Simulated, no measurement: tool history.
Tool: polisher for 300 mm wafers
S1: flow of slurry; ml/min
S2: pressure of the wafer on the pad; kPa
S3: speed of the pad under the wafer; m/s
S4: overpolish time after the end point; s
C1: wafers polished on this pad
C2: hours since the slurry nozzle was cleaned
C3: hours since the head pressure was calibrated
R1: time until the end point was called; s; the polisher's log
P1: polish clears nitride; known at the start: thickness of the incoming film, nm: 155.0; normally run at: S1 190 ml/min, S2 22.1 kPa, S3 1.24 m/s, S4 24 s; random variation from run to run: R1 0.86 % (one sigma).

run	hour	S1	S2	S3	S4	C1	C2	C3	R1
1	16.3	190	22.1	1.24	24	642	226.3	465.3	133.640
2	29.4	190	14.5	1.24	7	782	239.4	478.4	206.050
3	39.4	190	22.1	1.24	24	890	249.4	488.4	133.510
4	47.4	190	15.9	1.58	24	976	257.4	496.4	144.550
5	57.9	190	15.9	1.24	24	1088	267.9	506.9	184.500
6	67.4	190	22.1	1.24	24	1190	277.4	516.4	134.240
7	76.0	115	22.1	1.24	24	1283	286.0	525.0	145.250
8	92.5	260	22.1	1.24	43	1460	302.5	541.5	126.830
9	107.0	190	22.1	0.80	24	1615	317.0	556.0	203.890
10	121.9	275	22.1	1.24	24	1775	331.9	570.9	127.910
11	138.5	190	31.7	1.24	24	1953	348.5	587.5	93.109
12	155.3	190	22.1	1.24	14	2134	365.3	604.3	135.610
13	171.9	190	22.1	1.68	24	2312	381.9	620.9	97.912
14	182.0	190	22.1	1.24	24	2420	392.0	631.0	132.150
15	196.0	190	22.1	1.24	44	2571	406.0	645.0	132.580
16	209.1	190	22.1	1.24	24	2711	419.1	658.1	132.830
17	225.4	190	22.1	1.24	24	2886	435.4	674.4	133.240
18	234.5	190	22.1	1.24	24	2984	444.5	683.5	132.400
19	246.8	190	22.1	1.24	24	3116	456.8	695.8	133.610
20	257.5	190	22.1	1.24	24	3231	467.5	706.5	136.140
21	269.9	190	22.1	1.24	24	3364	479.9	718.9	136.750
22	282.2	190	22.1	1.24	24	3496	492.2	731.2	139.200
23	298.3	190	22.1	1.24	24	3669	508.3	747.3	139.500
24	315.7	190	22.1	1.24	24	3855	525.7	764.7	141.360
25	332.2	190	22.1	1.24	24	4032	542.2	781.2	140.590
# hour 348.8: head pressure recalibrated
26	350.4	190	22.1	1.24	24	4228	560.4	1.7	142.320
27	365.1	190	22.1	1.24	24	4386	575.1	16.4	141.960
28	381.9	190	22.1	1.24	24	4566	591.9	33.2	141.550
29	390.9	190	22.1	1.24	24	4663	600.9	42.2	141.270

What P1 gives has crept away from where it was. These 2 causes fit the log equally well, each at the size given:
A: removal rate lost through wear of the pad, % = 6.61
B: slurry flow missing at the pad, % = 33.3
The creep began at about hour 234.5.
Why every other cause is out:
head's pressure below its setpoint, %: serviced at hour 348.8, which brought nothing back

4 check runs are offered, each on 3 wafers whose results are averaged, their results left as question marks. Which one tells the causes apart?
check 1	399.9	120	22.1	1.24	24				?
check 2	399.9	190	22.1	1.68	44				?
check 3	399.9	190	22.1	1.68	24				?
check 4	399.9	190	22.1	1.24	14				?

What each check would give under each cause:
check	result	if A	if B
check 1	R1	153.690	159.170
check 2	R1	104.760	104.750
check 3	R1	104.760	104.750
check 4	R1	141.930	141.920
How far apart the two closest causes lie, in the result that separates them most: check 1 3.5 %; check 2 0.01 %; check 3 0.01 %; check 4 0.01 %
Only check 1 tells the causes apart: in the others they would give nearly the same result.

Then check 1 was run and gave: R1 160.410 s. Which cause is it?

It is B: slurry flow missing at the pad, %.

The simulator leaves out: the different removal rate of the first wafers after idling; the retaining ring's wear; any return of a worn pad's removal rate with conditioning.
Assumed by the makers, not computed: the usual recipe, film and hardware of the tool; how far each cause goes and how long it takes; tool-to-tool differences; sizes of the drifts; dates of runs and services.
